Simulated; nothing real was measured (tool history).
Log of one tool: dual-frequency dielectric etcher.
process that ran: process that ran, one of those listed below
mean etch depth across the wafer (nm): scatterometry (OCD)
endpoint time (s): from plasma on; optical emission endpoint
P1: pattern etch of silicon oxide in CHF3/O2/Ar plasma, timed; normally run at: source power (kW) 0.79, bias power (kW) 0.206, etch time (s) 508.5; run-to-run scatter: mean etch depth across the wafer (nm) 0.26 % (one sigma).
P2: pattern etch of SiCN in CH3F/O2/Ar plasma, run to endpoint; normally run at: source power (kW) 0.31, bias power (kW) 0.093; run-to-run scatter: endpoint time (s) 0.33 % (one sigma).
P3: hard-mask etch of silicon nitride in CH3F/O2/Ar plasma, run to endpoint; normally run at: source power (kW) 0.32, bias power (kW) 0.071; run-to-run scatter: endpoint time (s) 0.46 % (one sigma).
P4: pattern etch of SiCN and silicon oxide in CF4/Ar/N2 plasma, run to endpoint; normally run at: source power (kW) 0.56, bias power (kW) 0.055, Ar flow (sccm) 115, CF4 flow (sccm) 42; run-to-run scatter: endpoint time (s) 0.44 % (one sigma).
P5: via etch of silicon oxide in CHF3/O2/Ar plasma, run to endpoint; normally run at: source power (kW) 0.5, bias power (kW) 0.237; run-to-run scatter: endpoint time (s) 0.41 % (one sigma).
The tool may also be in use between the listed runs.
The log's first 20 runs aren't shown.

run,day,process that ran,source power (kW),bias power (kW),etch time (s),Ar flow (sccm),CF4 flow (sccm),hours since the last wet clean,hours since the last source power generator calibration,hours since the last bias power generator calibration,mean etch depth across the wafer (nm),endpoint time (s)
21,7.458,P1,0.79,0.206,285.5,,,246.7,1250.4,2123.9,656.66,
22,7.762,P4,0.56,0.034,,115,42,254,1257.7,2131.2,,23.771
23,8.212,P1,0.79,0.206,508.5,,,264.8,1268.5,2142,1167.6,
24,8.671,P5,0.5,0.237,,,,275.8,1279.5,2153,,188.81
25,9.088,P2,0.22,0.093,,,,285.8,1289.5,2163,,32.287
# day 9.271: wet clean of the chamber
26,9.412,P1,0.79,0.206,508.5,,,3.4,1297.3,2170.8,1166.9,
27,9.875,P2,0.31,0.063,,,,14.5,1308.4,2181.9,,32.869
28,10.321,P4,0.56,0.055,,115,42,25.2,1319.1,2192.6,,20.43
29,10.658,P3,0.32,0.071,,,,33.3,1327.2,2200.7,,56.76
30,10.904,P5,0.5,0.237,,,,39.2,1333.1,2206.6,,188.26
31,11.117,P2,0.31,0.093,,,,44.3,1338.2,2211.7,,28.509
32,11.379,P1,0.79,0.246,508.5,,,50.6,1344.5,2218,1235.8,
33,11.817,P1,0.79,0.206,508.5,,,61.1,1355,2228.5,1164.4,
34,12.1,P1,0.79,0.206,508.5,,,67.9,1361.8,2235.3,1164.2,

Forecast run 35:
35,12.433,P1,0.79,0.206,508.5,,,75.9,1369.8,2243.3,?,

mean etch depth across the wafer (nm): 1152.1

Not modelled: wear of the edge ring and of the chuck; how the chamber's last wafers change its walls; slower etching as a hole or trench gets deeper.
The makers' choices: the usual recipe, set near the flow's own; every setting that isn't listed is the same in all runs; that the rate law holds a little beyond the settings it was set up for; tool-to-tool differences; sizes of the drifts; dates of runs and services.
